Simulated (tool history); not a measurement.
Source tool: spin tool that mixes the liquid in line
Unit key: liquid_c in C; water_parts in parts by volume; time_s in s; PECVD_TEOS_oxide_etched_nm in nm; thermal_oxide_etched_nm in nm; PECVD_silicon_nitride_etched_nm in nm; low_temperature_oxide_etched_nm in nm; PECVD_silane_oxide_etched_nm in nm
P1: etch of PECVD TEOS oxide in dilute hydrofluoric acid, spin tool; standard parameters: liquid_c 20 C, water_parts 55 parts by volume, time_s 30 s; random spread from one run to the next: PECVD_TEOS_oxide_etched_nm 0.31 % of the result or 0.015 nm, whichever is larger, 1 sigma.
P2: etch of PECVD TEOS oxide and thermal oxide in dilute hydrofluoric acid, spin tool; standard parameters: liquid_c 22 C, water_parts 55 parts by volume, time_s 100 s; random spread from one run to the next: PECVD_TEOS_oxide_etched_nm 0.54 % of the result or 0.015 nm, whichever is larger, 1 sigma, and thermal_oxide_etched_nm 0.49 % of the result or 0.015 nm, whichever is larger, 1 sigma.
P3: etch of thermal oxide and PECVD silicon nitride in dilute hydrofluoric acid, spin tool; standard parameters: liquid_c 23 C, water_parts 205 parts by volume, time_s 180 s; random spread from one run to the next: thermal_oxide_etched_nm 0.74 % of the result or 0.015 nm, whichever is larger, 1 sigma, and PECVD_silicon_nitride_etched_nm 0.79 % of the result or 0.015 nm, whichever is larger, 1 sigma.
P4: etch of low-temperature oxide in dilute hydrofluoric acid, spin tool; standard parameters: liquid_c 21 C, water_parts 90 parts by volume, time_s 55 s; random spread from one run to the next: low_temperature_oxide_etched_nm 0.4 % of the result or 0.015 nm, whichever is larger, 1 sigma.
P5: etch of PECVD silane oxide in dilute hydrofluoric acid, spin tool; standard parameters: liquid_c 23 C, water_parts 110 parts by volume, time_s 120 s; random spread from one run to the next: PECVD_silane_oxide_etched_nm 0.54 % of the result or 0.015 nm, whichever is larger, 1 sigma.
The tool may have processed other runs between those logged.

run   hour  process  liquid_c  water_parts  time_s  PECVD_TEOS_oxide_etched_nm  thermal_oxide_etched_nm  PECVD_silicon_nitride_etched_nm  low_temperature_oxide_etched_nm  PECVD_silane_oxide_etched_nm
  1   10.3       P1        20           55      30                       12.95
  2     21       P3        23          205     345                                               6.3861                           5.1628
  3   31.7       P1      25.5           55      30                      16.351
  4   39.2       P3        23          310     180                                               2.0155                           1.8251
  5   51.1       P1        20           55      30                      12.978
  6   61.8       P2        22           55     160                      59.837                   13.018
  7   66.9       P4        21           90      25                                                                                                                 3.9461
  8   75.6       P3        23          205     180                                               3.4099                           2.6664
  9   83.1       P1        20           55      30                      12.972
 10   93.9       P5        23          195     120                                                                                                                                                14.04
     100.1  -- hydrofluoric acid flow meter replaced
 11  104.9       P2        22           55     100                      37.516                   8.1099
 12    113       P1        20           75      30                      9.3454
 13  124.8       P4        26           90      55                                                                                                                  10.51
 14  134.8       P1        20           55      15                      6.5135
 15    145       P3        17          205     180                                               2.6943                           1.8424
 16  156.5       P5        23          110     120                                                                                                                                               27.532
 17  162.9       P1        20           55      30                      13.014
 18  169.8       P1        20           55      60                      26.018
 19    175       P1        20           55      30                      12.941
 20  185.8       P1        20           20      15                       18.65
 21  193.4       P4        21           90      55                                                                                                                 8.6358
 22  204.9       P1        20           25      30                      29.867
 23  212.3       P1        20           55      30                      13.009
 24  218.5       P2        17           55     100                      30.244                   6.6109
 25  229.6       P4        21           25      55                                                                                                                  33.56
 26  237.1       P1        17           55      15                      5.7249
 27  246.1       P4        21           90      55                                                                                                                  8.668
     250.9  -- thermometer replaced
 28    256       P1        17           55      30                      11.468
 29  267.8       P5        23          110     175                                                                                                                                               39.909
 30  279.7       P5        23          110     120                                                                                                                                               27.491
 31  285.8       P1        17           55      15                      5.7457
 32  291.8       P2        22          100     100                      19.687                   4.2563
 33  302.7       P5        17          110     120                                                                                                                                                21.54
 34  313.3       P1        20           55      30                       12.97
 35  324.2       P1        20           55      30                      12.482
 36  329.6       P1        20           55      30                       12.37
 37  341.1       P1        20           55      30                       12.29
 38    348       P1        20           55      30                      12.233
 39  353.5       P1        20           55      30                      12.205
 40  362.3       P1        20           55      30                      12.186

P1 has crept away from where it was. The log is fitted equally well by each of these 2 causes, at the sizes shown:
A: hydrofluoric acid flow below the setpoint (%) = 5.91
B: liquid colder than its thermometer reads (K) = 1.53
The gradual shift began around hour 313.3.

Each of the check runs listed below is run on 5 wafers and reports their average, with the results left as question marks. Pick the one under which the possible causes would lead to clearly different results.
check 1  371.1       P3        20          280     180                                                    ?                                ?
check 2  371.1       P2        22           85     100                           ?                        ?
check 3  371.1       P4        25           40      55                                                                                                                      ?
check 4  371.1       P5        17          110     120                                                                                                                                                    ?

What every check run would give for each of its results, assuming each possible cause in turn:
  check                           result    if A    if B
check 1          thermal_oxide_etched_nm  1.9011  1.9391
check 1  PECVD_silicon_nitride_etched_nm  1.5573  1.4968
check 2       PECVD_TEOS_oxide_etched_nm  21.902  22.001
check 2          thermal_oxide_etched_nm  4.7452  4.7666
check 3  low_temperature_oxide_etched_nm  22.887  22.908
check 4     PECVD_silane_oxide_etched_nm  20.105  20.172
Per check, the gap between the least separated pair of causes, taken in the result that splits them most: check 1 3.96 %; check 2 0.45 %; check 3 0.09 %; check 4 0.33 %
The causes can be told apart only by check 1. The other checks would give nearly the same results under each of them.

The results of check 1 are: thermal_oxide_etched_nm 1.9033 nm; PECVD_silicon_nitride_etched_nm 1.5624 nm. Based on these, which of the listed causes is it?

It was cause A: hydrofluoric acid flow below the setpoint (%).
